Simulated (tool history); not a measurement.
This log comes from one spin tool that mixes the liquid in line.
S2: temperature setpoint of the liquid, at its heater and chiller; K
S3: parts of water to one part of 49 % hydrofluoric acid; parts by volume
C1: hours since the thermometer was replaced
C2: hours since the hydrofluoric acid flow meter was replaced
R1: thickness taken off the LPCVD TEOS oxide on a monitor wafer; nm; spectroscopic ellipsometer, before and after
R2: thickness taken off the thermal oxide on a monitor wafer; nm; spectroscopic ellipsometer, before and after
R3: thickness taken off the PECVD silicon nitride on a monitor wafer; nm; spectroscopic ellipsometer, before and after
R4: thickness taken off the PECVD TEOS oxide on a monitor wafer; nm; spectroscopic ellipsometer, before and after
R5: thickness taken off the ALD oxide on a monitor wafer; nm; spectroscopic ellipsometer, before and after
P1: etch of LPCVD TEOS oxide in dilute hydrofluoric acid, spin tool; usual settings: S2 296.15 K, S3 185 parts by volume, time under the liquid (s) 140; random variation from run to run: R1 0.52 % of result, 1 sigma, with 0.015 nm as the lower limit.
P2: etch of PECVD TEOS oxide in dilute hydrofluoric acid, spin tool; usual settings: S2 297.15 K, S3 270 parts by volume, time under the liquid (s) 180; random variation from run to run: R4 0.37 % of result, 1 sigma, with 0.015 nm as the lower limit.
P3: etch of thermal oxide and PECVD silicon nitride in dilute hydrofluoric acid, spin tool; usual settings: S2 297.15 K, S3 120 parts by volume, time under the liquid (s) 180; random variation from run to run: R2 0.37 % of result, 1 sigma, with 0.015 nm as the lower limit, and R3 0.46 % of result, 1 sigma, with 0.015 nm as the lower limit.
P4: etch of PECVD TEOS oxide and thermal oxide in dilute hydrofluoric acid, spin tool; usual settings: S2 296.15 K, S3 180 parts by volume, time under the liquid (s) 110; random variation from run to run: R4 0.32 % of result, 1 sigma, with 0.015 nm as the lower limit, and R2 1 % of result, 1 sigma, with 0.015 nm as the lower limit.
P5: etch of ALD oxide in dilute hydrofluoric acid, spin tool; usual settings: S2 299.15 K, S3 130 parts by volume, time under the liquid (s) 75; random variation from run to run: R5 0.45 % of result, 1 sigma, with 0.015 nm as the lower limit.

run 1 hour=3.9 | process_that_ran=P1 S2=296.15 S3=185 time_under_the_liquid_(s)=140 | C1=165.2 C2=1527.5 | R1=28.81
run 2 hour=6.2 | process_that_ran=P3 S2=297.15 S3=120 time_under_the_liquid_(s)=265 | C1=167.5 C2=1529.8 | R2=10.158 R3=7.5306
run 3 hour=8.8 | process_that_ran=P1 S2=296.15 S3=185 time_under_the_liquid_(s)=140 | C1=170.1 C2=1532.4 | R1=29.334
run 4 hour=10.8 | process_that_ran=P2 S2=297.15 S3=110 time_under_the_liquid_(s)=180 | C1=172.1 C2=1534.4 | R4=23.363
run 5 hour=13 | process_that_ran=P1 S2=296.15 S3=185 time_under_the_liquid_(s)=140 | C1=174.3 C2=1536.6 | R1=29.274
run 6 hour=16.6 | process_that_ran=P2 S2=297.15 S3=270 time_under_the_liquid_(s)=180 | C1=177.9 C2=1540.2 | R4=7.9939
run 7 hour=18.9 | process_that_ran=P1 S2=296.15 S3=185 time_under_the_liquid_(s)=140 | C1=180.2 C2=1542.5 | R1=29.199
run 8 hour=22.5 | process_that_ran=P4 S2=296.15 S3=180 time_under_the_liquid_(s)=55 | C1=183.8 C2=1546.1 | R2=1.2634 R4=4.0532
run 9 hour=26.8 | process_that_ran=P5 S2=299.15 S3=130 time_under_the_liquid_(s)=120 | C1=188.1 C2=1550.4 | R5=10.267
run 10 hour=30.1 | process_that_ran=P1 S2=296.15 S3=85 time_under_the_liquid_(s)=140 | C1=191.4 C2=1553.7 | R1=70.109
run 11 hour=33.2 | process_that_ran=P3 S2=297.15 S3=205 time_under_the_liquid_(s)=180 | C1=194.5 C2=1556.8 | R2=3.6554 R3=3.0582
run 12 hour=37.4 | process_that_ran=P2 S2=297.15 S3=270 time_under_the_liquid_(s)=15 | C1=198.7 C2=1561 | R4=0.66025
run 13 hour=39.6 | process_that_ran=P4 S2=290.15 S3=180 time_under_the_liquid_(s)=110 | C1=200.9 C2=1563.2 | R2=1.9889 R4=6.4027
-- hour=40.2 hydrofluoric acid flow meter replaced
run 14 hour=43.1 | process_that_ran=P1 S2=292.65 S3=185 time_under_the_liquid_(s)=255 | C1=204.4 C2=3 | R1=46.537
run 15 hour=45.1 | process_that_ran=P1 S2=296.15 S3=185 time_under_the_liquid_(s)=275 | C1=206.4 C2=5 | R1=57.253
run 16 hour=47.7 | process_that_ran=P1 S2=296.15 S3=185 time_under_the_liquid_(s)=140 | C1=209 C2=7.6 | R1=29.298
run 17 hour=51.5 | process_that_ran=P2 S2=292.15 S3=270 time_under_the_liquid_(s)=180 | C1=212.8 C2=11.4 | R4=6.7034
run 18 hour=54.8 | process_that_ran=P1 S2=296.15 S3=185 time_under_the_liquid_(s)=140 | C1=216.1 C2=14.7 | R1=29.023
run 19 hour=58 | process_that_ran=P5 S2=299.15 S3=235 time_under_the_liquid_(s)=75 | C1=219.3 C2=17.9 | R5=3.1627
run 20 hour=59.9 | process_that_ran=P2 S2=297.15 S3=270 time_under_the_liquid_(s)=180 | C1=221.2 C2=19.8 | R4=8.0196
run 21 hour=62.9 | process_that_ran=P4 S2=296.15 S3=180 time_under_the_liquid_(s)=110 | C1=224.2 C2=22.8 | R2=2.5437 R4=8.0872
run 22 hour=65.2 | process_that_ran=P1 S2=296.15 S3=185 time_under_the_liquid_(s)=15 | C1=226.5 C2=25.1 | R1=3.1321
run 23 hour=68.3 | process_that_ran=P1 S2=296.15 S3=50 time_under_the_liquid_(s)=75 | C1=229.6 C2=28.2 | R1=67.407
run 24 hour=70.1 | process_that_ran=P5 S2=293.15 S3=130 time_under_the_liquid_(s)=75 | C1=231.4 C2=30 | R5=5.112
run 25 hour=73.2 | process_that_ran=P1 S2=296.15 S3=185 time_under_the_liquid_(s)=140 | C1=234.5 C2=33.1 | R1=29.334
run 26 hour=75.2 | process_that_ran=P1 S2=296.15 S3=120 time_under_the_liquid_(s)=255 | C1=236.5 C2=35.1 | R1=88.018
run 27 hour=79.5 | process_that_ran=P4 S2=296.15 S3=305 time_under_the_liquid_(s)=110 | C1=240.8 C2=39.4 | R2=1.289 R4=4.2127
run 28 hour=82.7 | process_that_ran=P1 S2=296.15 S3=260 time_under_the_liquid_(s)=140 | C1=244 C2=42.6 | R1=19.051
run 29 hour=86.1 | process_that_ran=P3 S2=297.15 S3=120 time_under_the_liquid_(s)=180 | C1=247.4 C2=46 | R2=6.9284 R3=5.1659
run 30 hour=89.4 | process_that_ran=P5 S2=299.15 S3=130 time_under_the_liquid_(s)=75 | C1=250.7 C2=49.3 | R5=6.4017
run 31 hour=91.7 | process_that_ran=P1 S2=303.65 S3=185 time_under_the_liquid_(s)=140 | C1=253 C2=51.6 | R1=38.332
run 32 hour=95.8 | process_that_ran=P1 S2=290.15 S3=185 time_under_the_liquid_(s)=140 | C1=257.1 C2=55.7 | R1=23.109
run 33 hour=100.1 | process_that_ran=P3 S2=302.15 S3=120 time_under_the_liquid_(s)=180 | C1=261.4 C2=60 | R2=8.3678 R3=7.153
run 34 hour=104.2 | process_that_ran=P1 S2=296.15 S3=185 time_under_the_liquid_(s)=140 | C1=265.5 C2=64.1 | R1=29.146
run 35 hour=107.5 | process_that_ran=P1 S2=296.15 S3=185 time_under_the_liquid_(s)=140 | C1=268.8 C2=67.4 | R1=28.504
run 36 hour=111.8 | process_that_ran=P1 S2=296.15 S3=185 time_under_the_liquid_(s)=140 | C1=273.1 C2=71.7 | R1=27.643
run 37 hour=114.5 | process_that_ran=P1 S2=296.15 S3=185 time_under_the_liquid_(s)=140 | C1=275.8 C2=74.4 | R1=27.362
run 38 hour=117.9 | process_that_ran=P1 S2=296.15 S3=185 time_under_the_liquid_(s)=140 | C1=279.2 C2=77.8 | R1=27.095
run 39 hour=121.8 | process_that_ran=P1 S2=296.15 S3=185 time_under_the_liquid_(s)=140 | C1=283.1 C2=81.7 | R1=27.108
run 40 hour=126 | process_that_ran=P1 S2=296.15 S3=185 time_under_the_liquid_(s)=140 | C1=287.3 C2=85.9 | R1=26.984
run 41 hour=127.9 | process_that_ran=P1 S2=296.15 S3=185 time_under_the_liquid_(s)=140 | C1=289.2 C2=87.8 | R1=26.862
run 42 hour=131 | process_that_ran=P1 S2=296.15 S3=185 time_under_the_liquid_(s)=140 | C1=292.3 C2=90.9 | R1=26.963
run 43 hour=132.9 | process_that_ran=P1 S2=296.15 S3=185 time_under_the_liquid_(s)=140 | C1=294.2 C2=92.8 | R1=26.791
run 44 hour=136.7 | process_that_ran=P1 S2=296.15 S3=185 time_under_the_liquid_(s)=140 | C1=298 C2=96.6 | R1=26.625

What P1 gives has crept away from where it was. These 2 causes fit the log equally well, each at the size given:
A: liquid colder than its thermometer reads (K) = 2.16
B: hydrofluoric acid flow below the setpoint (%) = 6.6
The creep began at about hour 104.2.

Each of the 4 check runs below uses one wafer; its results are left as question marks. Which run tells the causes apart?
run check 1 hour=140.5 | process_that_ran=P2 S2=297.15 S3=270 time_under_the_liquid_(s)=180 | R4=?
run check 2 hour=140.5 | process_that_ran=P5 S2=299.15 S3=130 time_under_the_liquid_(s)=75 | R5=?
run check 3 hour=140.5 | process_that_ran=P3 S2=297.15 S3=120 time_under_the_liquid_(s)=180 | R2=? R3=?
run check 4 hour=140.5 | process_that_ran=P4 S2=296.15 S3=180 time_under_the_liquid_(s)=110 | R2=? R4=?

What each check would give under each cause:
check=check_1 result=R4 if_A=7.4117 if_B=7.3394
check=check_2 result=R5 if_A=5.9188 if_B=5.9393
check=check_3 result=R2 if_A=6.34 if_B=6.3838
check=check_3 result=R3 if_A=4.4672 if_B=4.8146
check=check_4 result=R2 if_A=2.3119 if_B=2.3138
check=check_4 result=R4 if_A=7.4457 if_B=7.4521
How far apart the two closest causes lie, in the result that separates them most: check 1 0.98 %; check 2 0.35 %; check 3 7.49 %; check 4 0.08 %
Of the check runs offered, only check 3 discriminates between the causes; the rest would read about the same regardless of which cause applies.

After running check 3, the following was obtained: R2 6.3622 nm; R3 4.4354 nm. Which cause does this point to?

Of the candidate causes, it is A: liquid colder than its thermometer reads (K).

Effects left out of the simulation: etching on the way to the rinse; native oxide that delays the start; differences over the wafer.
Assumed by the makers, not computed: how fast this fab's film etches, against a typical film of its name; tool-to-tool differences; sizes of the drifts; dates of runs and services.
